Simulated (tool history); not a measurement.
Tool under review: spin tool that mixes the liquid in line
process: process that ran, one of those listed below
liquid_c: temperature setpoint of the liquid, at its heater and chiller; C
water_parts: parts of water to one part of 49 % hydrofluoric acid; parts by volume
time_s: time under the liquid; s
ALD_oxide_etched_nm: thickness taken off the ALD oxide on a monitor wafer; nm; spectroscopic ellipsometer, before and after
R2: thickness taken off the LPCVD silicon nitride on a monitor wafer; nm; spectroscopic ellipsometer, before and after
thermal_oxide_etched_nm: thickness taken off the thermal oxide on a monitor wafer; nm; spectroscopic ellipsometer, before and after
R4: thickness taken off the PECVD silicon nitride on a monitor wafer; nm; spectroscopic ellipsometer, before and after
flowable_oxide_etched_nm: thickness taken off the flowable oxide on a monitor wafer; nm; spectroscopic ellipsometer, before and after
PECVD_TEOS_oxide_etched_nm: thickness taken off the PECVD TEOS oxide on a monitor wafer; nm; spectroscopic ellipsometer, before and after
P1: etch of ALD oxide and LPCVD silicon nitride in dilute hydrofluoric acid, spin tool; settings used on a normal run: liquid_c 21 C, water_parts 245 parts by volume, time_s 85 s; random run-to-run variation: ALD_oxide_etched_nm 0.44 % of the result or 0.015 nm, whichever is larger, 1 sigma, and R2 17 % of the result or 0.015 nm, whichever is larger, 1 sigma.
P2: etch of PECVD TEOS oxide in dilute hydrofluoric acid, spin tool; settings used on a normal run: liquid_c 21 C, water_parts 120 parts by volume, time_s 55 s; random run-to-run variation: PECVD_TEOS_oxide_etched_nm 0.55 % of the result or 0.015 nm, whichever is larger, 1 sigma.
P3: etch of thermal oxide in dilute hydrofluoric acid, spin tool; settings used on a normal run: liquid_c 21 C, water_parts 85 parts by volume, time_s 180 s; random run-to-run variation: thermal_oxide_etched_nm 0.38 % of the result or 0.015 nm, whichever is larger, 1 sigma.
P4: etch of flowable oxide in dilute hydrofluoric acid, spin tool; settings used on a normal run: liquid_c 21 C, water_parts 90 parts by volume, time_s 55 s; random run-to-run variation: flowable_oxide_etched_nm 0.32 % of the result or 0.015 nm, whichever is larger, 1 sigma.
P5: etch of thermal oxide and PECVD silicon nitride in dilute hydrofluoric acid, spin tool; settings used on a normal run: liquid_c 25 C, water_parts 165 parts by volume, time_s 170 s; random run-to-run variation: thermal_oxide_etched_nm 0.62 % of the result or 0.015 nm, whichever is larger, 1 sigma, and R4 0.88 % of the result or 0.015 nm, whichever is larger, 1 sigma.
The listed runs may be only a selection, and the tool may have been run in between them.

{"run": 1, "day": 0.6, "process": "P1", "liquid_c": 21, "water_parts": 245, "time_s": 85, "ALD_oxide_etched_nm": 4.8571, "R2": 0.12568}
{"run": 2, "day": 0.921, "process": "P1", "liquid_c": 21, "water_parts": 245, "time_s": 85, "ALD_oxide_etched_nm": 4.91, "R2": 0.069063}
{"run": 3, "day": 1.267, "process": "P3", "liquid_c": 26.5, "water_parts": 85, "time_s": 180, "thermal_oxide_etched_nm": 11.547}
{"run": 4, "day": 1.746, "process": "P5", "liquid_c": 25, "water_parts": 165, "time_s": 170, "thermal_oxide_etched_nm": 4.5282, "R4": 3.0739}
{"run": 5, "day": 2.396, "process": "P3", "liquid_c": 21, "water_parts": 85, "time_s": 305, "thermal_oxide_etched_nm": 15.55}
{"run": 6, "day": 2.988, "process": "P1", "liquid_c": 28, "water_parts": 245, "time_s": 85, "ALD_oxide_etched_nm": 6.2118, "R2": 0.19555}
{"run": 7, "day": 3.292, "process": "P4", "liquid_c": 29, "water_parts": 90, "time_s": 55, "flowable_oxide_etched_nm": 26.09}
{"run": 8, "day": 3.675, "process": "P2", "liquid_c": 21, "water_parts": 120, "time_s": 90, "PECVD_TEOS_oxide_etched_nm": 8.0763}
{"run": 9, "day": 4.321, "process": "P1", "liquid_c": 21, "water_parts": 350, "time_s": 85, "ALD_oxide_etched_nm": 3.1104, "R2": 0.11483}
{"run": 10, "day": 4.775, "process": "P4", "liquid_c": 21, "water_parts": 155, "time_s": 55, "flowable_oxide_etched_nm": 10.265}
{"run": 11, "day": 5.125, "process": "P2", "liquid_c": 21, "water_parts": 120, "time_s": 55, "PECVD_TEOS_oxide_etched_nm": 4.9495}
{"run": 12, "day": 5.579, "process": "P1", "liquid_c": 17, "water_parts": 380, "time_s": 85, "ALD_oxide_etched_nm": 2.4055, "R2": 0.05563}
{"run": 13, "day": 6.05, "process": "P5", "liquid_c": 25, "water_parts": 295, "time_s": 170, "thermal_oxide_etched_nm": 2.222, "R4": 1.7265}
{"run": 14, "day": 6.579, "process": "P5", "liquid_c": 25, "water_parts": 165, "time_s": 320, "thermal_oxide_etched_nm": 8.6188, "R4": 5.7566}
{"run": 15, "day": 7.15, "process": "P1", "liquid_c": 21, "water_parts": 245, "time_s": 150, "ALD_oxide_etched_nm": 8.6618, "R2": 0.21881}
{"run": 16, "day": 7.496, "process": "P1", "liquid_c": 21, "water_parts": 245, "time_s": 15, "ALD_oxide_etched_nm": 0.87876, "R2": 0.011381}
{"run": 17, "day": 7.967, "process": "P1", "liquid_c": 21, "water_parts": 245, "time_s": 85, "ALD_oxide_etched_nm": 4.8674, "R2": 0.17106}
{"run": 18, "day": 8.604, "process": "P4", "liquid_c": 21, "water_parts": 90, "time_s": 15, "flowable_oxide_etched_nm": 5.2305}
{"run": 19, "day": 9.146, "process": "P1", "liquid_c": 25.5, "water_parts": 155, "time_s": 85, "ALD_oxide_etched_nm": 9.9663, "R2": 0.23827}
{"run": 20, "day": 9.712, "process": "P5", "liquid_c": 25, "water_parts": 165, "time_s": 170, "thermal_oxide_etched_nm": 4.5231, "R4": 3.0671}
{"run": 21, "day": 10.196, "process": "P3", "liquid_c": 21, "water_parts": 145, "time_s": 180, "thermal_oxide_etched_nm": 5.0556}
{"run": 22, "day": 10.75, "process": "P1", "liquid_c": 17, "water_parts": 245, "time_s": 85, "ALD_oxide_etched_nm": 4.1867, "R2": 0.082437}
{"run": 23, "day": 11.167, "process": "P1", "liquid_c": 21, "water_parts": 65, "time_s": 85, "ALD_oxide_etched_nm": 22.164, "R2": 0.50638}
{"run": 24, "day": 11.729, "process": "P2", "liquid_c": 27, "water_parts": 120, "time_s": 55, "PECVD_TEOS_oxide_etched_nm": 6.3147}
{"run": 25, "day": 12.083, "process": "P2", "liquid_c": 21, "water_parts": 120, "time_s": 55, "PECVD_TEOS_oxide_etched_nm": 4.8458}
{"run": 26, "day": 12.392, "process": "P3", "liquid_c": 21, "water_parts": 85, "time_s": 180, "thermal_oxide_etched_nm": 9.1436}
{"run": 27, "day": 12.996, "process": "P2", "liquid_c": 21, "water_parts": 205, "time_s": 55, "PECVD_TEOS_oxide_etched_nm": 2.6245}
{"run": 28, "day": 13.6, "process": "P4", "liquid_c": 21, "water_parts": 90, "time_s": 55, "flowable_oxide_etched_nm": 19.204}
{"run": 29, "day": 13.954, "process": "P1", "liquid_c": 21, "water_parts": 245, "time_s": 85, "ALD_oxide_etched_nm": 4.8793, "R2": 0.11751}
{"run": 30, "day": 14.242, "process": "P1", "liquid_c": 21, "water_parts": 245, "time_s": 85, "ALD_oxide_etched_nm": 4.844, "R2": 0.12208}
{"run": 31, "day": 14.833, "process": "P5", "liquid_c": 33.5, "water_parts": 165, "time_s": 170, "thermal_oxide_etched_nm": 6.1221, "R4": 5.1164}
{"run": 32, "day": 15.317, "process": "P1", "liquid_c": 21, "water_parts": 245, "time_s": 85, "ALD_oxide_etched_nm": 4.8875, "R2": 0.11901}
{"run": 33, "day": 15.762, "process": "P1", "liquid_c": 21, "water_parts": 245, "time_s": 85, "ALD_oxide_etched_nm": 4.8735, "R2": 0.13851}
{"run": 34, "day": 16.138, "process": "P1", "liquid_c": 21, "water_parts": 245, "time_s": 85, "ALD_oxide_etched_nm": 4.7695, "R2": 0.1084}
{"run": 35, "day": 16.438, "process": "P1", "liquid_c": 21, "water_parts": 245, "time_s": 85, "ALD_oxide_etched_nm": 4.7205, "R2": 0.19186}
{"run": 36, "day": 16.796, "process": "P1", "liquid_c": 21, "water_parts": 245, "time_s": 85, "ALD_oxide_etched_nm": 4.6903, "R2": 0.12535}
{"run": 37, "day": 17.292, "process": "P1", "liquid_c": 21, "water_parts": 245, "time_s": 85, "ALD_oxide_etched_nm": 4.6259, "R2": 0.10709}
{"run": 38, "day": 17.671, "process": "P1", "liquid_c": 21, "water_parts": 245, "time_s": 85, "ALD_oxide_etched_nm": 4.5805, "R2": 0.12011}
{"run": 39, "day": 17.967, "process": "P1", "liquid_c": 21, "water_parts": 245, "time_s": 85, "ALD_oxide_etched_nm": 4.606, "R2": 0.16006}
{"run": 40, "day": 18.304, "process": "P1", "liquid_c": 21, "water_parts": 245, "time_s": 85, "ALD_oxide_etched_nm": 4.6012, "R2": 0.10499}
{"run": 41, "day": 18.921, "process": "P1", "liquid_c": 21, "water_parts": 245, "time_s": 85, "ALD_oxide_etched_nm": 4.6097, "R2": 0.08843}
{"run": 42, "day": 19.45, "process": "P1", "liquid_c": 21, "water_parts": 245, "time_s": 85, "ALD_oxide_etched_nm": 4.5586, "R2": 0.14139}
{"run": 43, "day": 19.929, "process": "P1", "liquid_c": 21, "water_parts": 245, "time_s": 85, "ALD_oxide_etched_nm": 4.5745, "R2": 0.15843}

The log shows P1 creeping away from where it was. Any of the 2 causes listed here, at the size stated for it, fits the log just as well as the others:
A: liquid colder than its thermometer reads (K) = 1.72
B: hydrofluoric acid flow below the setpoint (%) = 5.07
The creep began at about day 15.762.

You are offered 4 check runs, listed below with question marks in place of their results; each one averages 2 wafers. Which run separates the listed causes by giving clearly different results for each?
{"run": "check 1", "day": 20.408, "process": "P2", "liquid_c": 24.5, "water_parts": 165, "time_s": 55, "PECVD_TEOS_oxide_etched_nm": "?"}
{"run": "check 2", "day": 20.408, "process": "P5", "liquid_c": 29, "water_parts": 165, "time_s": 285, "thermal_oxide_etched_nm": "?", "R4": "?"}
{"run": "check 3", "day": 20.408, "process": "P3", "liquid_c": 24, "water_parts": 140, "time_s": 180, "thermal_oxide_etched_nm": "?"}
{"run": "check 4", "day": 20.408, "process": "P4", "liquid_c": 27.5, "water_parts": 135, "time_s": 55, "flowable_oxide_etched_nm": "?"}

How each check would come out, cause by cause:
check=check_1 result=PECVD_TEOS_oxide_etched_nm if_A=3.6439 if_B=3.6562
check=check_2 result=thermal_oxide_etched_nm if_A=8.2721 if_B=8.2663
check=check_2 result=R4 if_A=5.9242 if_B=6.2506
check=check_3 result=thermal_oxide_etched_nm if_A=5.5158 if_B=5.5496
check=check_4 result=flowable_oxide_etched_nm if_A=14.548 if_B=14.601
Minimum pairwise separation of causes per check, each pair taken at its best-separating result: check 1 0.34 %; check 2 5.36 %; check 3 0.61 %; check 4 0.36 %
Check 2 distinguishes between the causes, while the remaining checks would return nearly the same result for all of them.

Check 2 was then run and gave: thermal_oxide_etched_nm 8.2964 nm; R4 5.907 nm. Which cause is it?

It was cause A: liquid colder than its thermometer reads (K).
